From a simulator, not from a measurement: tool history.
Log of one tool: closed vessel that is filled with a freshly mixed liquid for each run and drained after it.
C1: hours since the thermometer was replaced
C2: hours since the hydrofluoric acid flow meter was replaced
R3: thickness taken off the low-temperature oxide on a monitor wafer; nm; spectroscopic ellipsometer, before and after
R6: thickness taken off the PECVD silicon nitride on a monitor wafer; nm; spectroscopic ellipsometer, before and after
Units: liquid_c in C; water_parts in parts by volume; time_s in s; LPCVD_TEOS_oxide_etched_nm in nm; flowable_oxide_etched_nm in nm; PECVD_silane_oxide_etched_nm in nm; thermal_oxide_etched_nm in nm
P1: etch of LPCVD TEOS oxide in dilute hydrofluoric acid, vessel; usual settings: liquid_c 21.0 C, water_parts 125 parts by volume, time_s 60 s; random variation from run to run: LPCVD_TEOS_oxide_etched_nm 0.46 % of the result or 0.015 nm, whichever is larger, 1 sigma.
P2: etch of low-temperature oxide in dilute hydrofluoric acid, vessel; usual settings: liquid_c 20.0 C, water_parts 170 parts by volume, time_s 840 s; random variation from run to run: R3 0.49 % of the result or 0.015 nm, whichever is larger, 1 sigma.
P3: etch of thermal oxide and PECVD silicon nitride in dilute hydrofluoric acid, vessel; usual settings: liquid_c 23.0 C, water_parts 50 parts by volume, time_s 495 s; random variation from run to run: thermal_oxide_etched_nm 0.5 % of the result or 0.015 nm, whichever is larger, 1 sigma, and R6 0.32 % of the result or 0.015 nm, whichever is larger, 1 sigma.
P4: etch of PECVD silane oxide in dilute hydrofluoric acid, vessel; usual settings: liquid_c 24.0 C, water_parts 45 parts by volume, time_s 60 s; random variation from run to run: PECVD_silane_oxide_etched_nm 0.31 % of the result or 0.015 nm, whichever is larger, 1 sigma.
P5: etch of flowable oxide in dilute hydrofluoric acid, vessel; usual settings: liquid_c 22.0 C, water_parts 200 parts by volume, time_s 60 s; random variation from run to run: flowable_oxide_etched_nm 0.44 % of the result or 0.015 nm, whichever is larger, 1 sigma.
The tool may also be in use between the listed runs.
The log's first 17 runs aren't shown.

Run 18, hour 212.9: process P5, liquid_c 17.5 C, water_parts 200 parts by volume, time_s 60 s; C1 2182.1; C2 72.3. Result: flowable_oxide_etched_nm 5.8494 nm.
Run 19, hour 220.8: process P2, liquid_c 20.0 C, water_parts 170 parts by volume, time_s 385 s; C1 2190.0; C2 80.2. Result: R3 25.503 nm.
Run 20, hour 230.0: process P5, liquid_c 22.0 C, water_parts 200 parts by volume, time_s 60 s; C1 2199.2; C2 89.4. Result: flowable_oxide_etched_nm 7.0913 nm.
Run 21, hour 243.4: process P5, liquid_c 22.0 C, water_parts 200 parts by volume, time_s 60 s; C1 2212.6; C2 102.8. Result: flowable_oxide_etched_nm 7.0211 nm.
Run 22, hour 256.4: process P1, liquid_c 17.0 C, water_parts 125 parts by volume, time_s 60 s; C1 2225.6; C2 115.8. Result: LPCVD_TEOS_oxide_etched_nm 6.7333 nm.
Run 23, hour 266.0: process P1, liquid_c 21.0 C, water_parts 125 parts by volume, time_s 60 s; C1 2235.2; C2 125.4. Result: LPCVD_TEOS_oxide_etched_nm 7.9331 nm.
Run 24, hour 280.3: process P1, liquid_c 21.0 C, water_parts 180 parts by volume, time_s 60 s; C1 2249.5; C2 139.7. Result: LPCVD_TEOS_oxide_etched_nm 5.2492 nm.
Run 25, hour 292.0: process P2, liquid_c 20.0 C, water_parts 170 parts by volume, time_s 840 s; C1 2261.2; C2 151.4. Result: R3 55.845 nm.
Run 26, hour 304.2: process P4, liquid_c 24.0 C, water_parts 45 parts by volume, time_s 60 s; C1 2273.4; C2 163.6. Result: PECVD_silane_oxide_etched_nm 34.646 nm.
Run 27, hour 317.4: process P1, liquid_c 21.0 C, water_parts 125 parts by volume, time_s 30 s; C1 2286.6; C2 176.8. Result: LPCVD_TEOS_oxide_etched_nm 3.9700 nm.
Run 28, hour 329.8: process P1, liquid_c 27.0 C, water_parts 125 parts by volume, time_s 60 s; C1 2299.0; C2 189.2. Result: LPCVD_TEOS_oxide_etched_nm 10.0480 nm.

Forecast run 29:
Run 29, hour 341.2: process P4, liquid_c 24.0 C, water_parts 45 parts by volume, time_s 60 s; C1 2310.4; C2 200.6. Result: PECVD_silane_oxide_etched_nm ?.

Run 29 gave PECVD_silane_oxide_etched_nm 34.588 nm.
